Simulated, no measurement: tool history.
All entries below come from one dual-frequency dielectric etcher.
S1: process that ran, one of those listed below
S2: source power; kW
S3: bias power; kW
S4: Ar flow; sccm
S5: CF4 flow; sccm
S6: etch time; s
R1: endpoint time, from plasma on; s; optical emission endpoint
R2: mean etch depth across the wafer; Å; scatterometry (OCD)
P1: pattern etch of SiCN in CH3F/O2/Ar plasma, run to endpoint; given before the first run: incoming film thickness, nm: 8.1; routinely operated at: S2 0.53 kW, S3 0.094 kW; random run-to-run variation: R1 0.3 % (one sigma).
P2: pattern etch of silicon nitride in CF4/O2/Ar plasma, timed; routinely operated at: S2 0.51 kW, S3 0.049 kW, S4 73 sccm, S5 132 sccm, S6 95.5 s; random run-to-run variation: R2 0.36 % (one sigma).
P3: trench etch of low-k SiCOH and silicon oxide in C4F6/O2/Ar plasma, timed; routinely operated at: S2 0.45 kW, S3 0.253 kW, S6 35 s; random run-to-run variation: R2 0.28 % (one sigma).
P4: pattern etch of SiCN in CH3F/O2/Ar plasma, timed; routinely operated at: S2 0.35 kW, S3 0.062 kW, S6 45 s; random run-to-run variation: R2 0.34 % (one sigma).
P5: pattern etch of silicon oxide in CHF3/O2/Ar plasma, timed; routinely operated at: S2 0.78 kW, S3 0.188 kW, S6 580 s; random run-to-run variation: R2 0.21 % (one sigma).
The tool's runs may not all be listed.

run 1 hour=4.2 | S1=P1 S2=0.53 S3=0.094 | R1=17.605
run 2 hour=9.2 | S1=P2 S2=0.61 S3=0.049 S4=73 S5=132 S6=95.5 | R2=2258.5
run 3 hour=12.3 | S1=P2 S2=0.51 S3=0.049 S4=73 S5=132 S6=118 | R2=2388.9
run 4 hour=15.1 | S1=P3 S2=0.32 S3=0.253 S6=35 | R2=1216.4
run 5 hour=20.4 | S1=P5 S2=0.97 S3=0.188 S6=580 | R2=13999
run 6 hour=24.3 | S1=P5 S2=0.78 S3=0.188 S6=799 | R2=17807
run 7 hour=27.2 | S1=P1 S2=0.53 S3=0.094 | R1=17.686
run 8 hour=32.3 | S1=P3 S2=0.45 S3=0.162 S6=35 | R2=1193.9
run 9 hour=36.2 | S1=P4 S2=0.35 S3=0.036 S6=45 | R2=126.82
run 10 hour=38.9 | S1=P1 S2=0.53 S3=0.114 | R1=16.475
run 11 hour=42.8 | S1=P1 S2=0.53 S3=0.094 | R1=17.689
run 12 hour=46.2 | S1=P1 S2=0.43 S3=0.094 | R1=19.216
run 13 hour=50.8 | S1=P4 S2=0.35 S3=0.062 S6=45 | R2=150.47
run 14 hour=56.7 | S1=P2 S2=0.51 S3=0.049 S4=73 S5=132 S6=95.5 | R2=1932.2
run 15 hour=62 | S1=P2 S2=0.51 S3=0.036 S4=73 S5=132 S6=95.5 | R2=1754.2
run 16 hour=66.6 | S1=P1 S2=0.68 S3=0.094 | R1=16.134
run 17 hour=70.6 | S1=P2 S2=0.51 S3=0.049 S4=73 S5=173 S6=95.5 | R2=1979.9
run 18 hour=75.7 | S1=P1 S2=0.53 S3=0.074 | R1=19.441
run 19 hour=81.3 | S1=P3 S2=0.45 S3=0.253 S6=35 | R2=1380.8
run 20 hour=85.2 | S1=P3 S2=0.45 S3=0.253 S6=42.5 | R2=1683.9
run 21 hour=90.2 | S1=P4 S2=0.35 S3=0.062 S6=45 | R2=151.2
run 22 hour=96.1 | S1=P1 S2=0.73 S3=0.072 | R1=17.23
run 23 hour=100.7 | S1=P2 S2=0.51 S3=0.049 S4=54 S5=132 S6=95.5 | R2=1982.4
run 24 hour=106.4 | S1=P4 S2=0.35 S3=0.062 S6=65.5 | R2=219.86

What does the tool deliver on the next run?
run 25 hour=110.2 | S1=P5 S2=0.78 S3=0.188 S6=580 | R2=?

R2: 12895 Å

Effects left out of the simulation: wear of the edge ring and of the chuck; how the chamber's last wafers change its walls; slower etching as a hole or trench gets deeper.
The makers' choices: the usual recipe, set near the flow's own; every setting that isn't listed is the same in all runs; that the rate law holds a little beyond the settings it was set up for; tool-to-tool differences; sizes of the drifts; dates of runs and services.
